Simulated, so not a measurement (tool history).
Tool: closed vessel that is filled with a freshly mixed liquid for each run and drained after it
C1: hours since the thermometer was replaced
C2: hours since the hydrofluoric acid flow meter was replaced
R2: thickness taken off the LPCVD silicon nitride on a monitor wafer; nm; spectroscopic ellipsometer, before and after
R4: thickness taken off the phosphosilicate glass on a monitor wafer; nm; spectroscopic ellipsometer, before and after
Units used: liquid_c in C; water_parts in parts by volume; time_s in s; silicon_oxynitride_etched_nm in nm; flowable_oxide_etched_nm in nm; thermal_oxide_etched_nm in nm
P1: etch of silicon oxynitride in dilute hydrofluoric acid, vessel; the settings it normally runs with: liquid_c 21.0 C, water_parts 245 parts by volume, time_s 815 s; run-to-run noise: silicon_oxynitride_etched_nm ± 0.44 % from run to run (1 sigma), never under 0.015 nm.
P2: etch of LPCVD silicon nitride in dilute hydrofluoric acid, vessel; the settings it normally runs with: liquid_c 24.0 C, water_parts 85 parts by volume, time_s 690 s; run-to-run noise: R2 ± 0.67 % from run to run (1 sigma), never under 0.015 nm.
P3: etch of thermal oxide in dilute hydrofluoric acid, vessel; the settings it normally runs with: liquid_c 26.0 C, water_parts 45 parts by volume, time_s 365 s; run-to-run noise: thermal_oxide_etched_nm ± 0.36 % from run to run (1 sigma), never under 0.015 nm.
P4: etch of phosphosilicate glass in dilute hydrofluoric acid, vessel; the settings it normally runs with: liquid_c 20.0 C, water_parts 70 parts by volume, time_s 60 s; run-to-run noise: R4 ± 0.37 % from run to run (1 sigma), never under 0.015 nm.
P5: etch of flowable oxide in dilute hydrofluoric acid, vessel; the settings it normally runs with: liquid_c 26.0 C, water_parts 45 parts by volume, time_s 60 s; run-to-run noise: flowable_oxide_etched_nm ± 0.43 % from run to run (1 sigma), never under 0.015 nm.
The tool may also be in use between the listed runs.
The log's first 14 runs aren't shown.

Run 15, hour 111.5: process P1, liquid_c 21.0 C, water_parts 340 parts by volume, time_s 430 s; C1 339.8; C2 830.1. Result: silicon_oxynitride_etched_nm 3.5577 nm.
Run 16, hour 116.9: process P2, liquid_c 24.0 C, water_parts 140 parts by volume, time_s 690 s; C1 345.2; C2 835.5. Result: R2 2.56950 nm.
Run 17, hour 127.5: process P4, liquid_c 20.0 C, water_parts 70 parts by volume, time_s 100 s; C1 355.8; C2 846.1. Result: R4 74.936 nm.
Run 18, hour 137.2: process P1, liquid_c 27.5 C, water_parts 245 parts by volume, time_s 815 s; C1 365.5; C2 855.8. Result: silicon_oxynitride_etched_nm 13.2640 nm.
Run 19, hour 144.9: process P3, liquid_c 26.0 C, water_parts 45 parts by volume, time_s 365 s; C1 373.2; C2 863.5. Result: thermal_oxide_etched_nm 45.838 nm.
Run 20, hour 154.0: process P1, liquid_c 21.0 C, water_parts 245 parts by volume, time_s 815 s; C1 382.3; C2 872.6. Result: silicon_oxynitride_etched_nm 9.8921 nm.
Run 21, hour 159.1: process P1, liquid_c 21.0 C, water_parts 135 parts by volume, time_s 815 s; C1 387.4; C2 877.7. Result: silicon_oxynitride_etched_nm 19.6790 nm.
Run 22, hour 165.3: process P1, liquid_c 21.0 C, water_parts 245 parts by volume, time_s 815 s; C1 393.6; C2 883.9. Result: silicon_oxynitride_etched_nm 9.9478 nm.
Run 23, hour 171.1: process P1, liquid_c 21.0 C, water_parts 245 parts by volume, time_s 815 s; C1 399.4; C2 889.7. Result: silicon_oxynitride_etched_nm 10.0130 nm.
Run 24, hour 177.1: process P3, liquid_c 26.0 C, water_parts 75 parts by volume, time_s 365 s; C1 405.4; C2 895.7. Result: thermal_oxide_etched_nm 26.275 nm.
Run 25, hour 187.2: process P5, liquid_c 30.0 C, water_parts 45 parts by volume, time_s 60 s; C1 415.5; C2 905.8. Result: flowable_oxide_etched_nm 63.754 nm.
Run 26, hour 194.8: process P5, liquid_c 26.0 C, water_parts 45 parts by volume, time_s 30 s; C1 423.1; C2 913.4. Result: flowable_oxide_etched_nm 27.263 nm.
Run 27, hour 205.6: process P1, liquid_c 21.0 C, water_parts 245 parts by volume, time_s 815 s; C1 433.9; C2 924.2. Result: silicon_oxynitride_etched_nm 9.9752 nm.

The next listed run, before its measurement:
Run 28, hour 214.2: process P3, liquid_c 32.0 C, water_parts 45 parts by volume, time_s 365 s; C1 442.5; C2 932.8. Result: thermal_oxide_etched_nm ?.

thermal_oxide_etched_nm: 58.133 nm
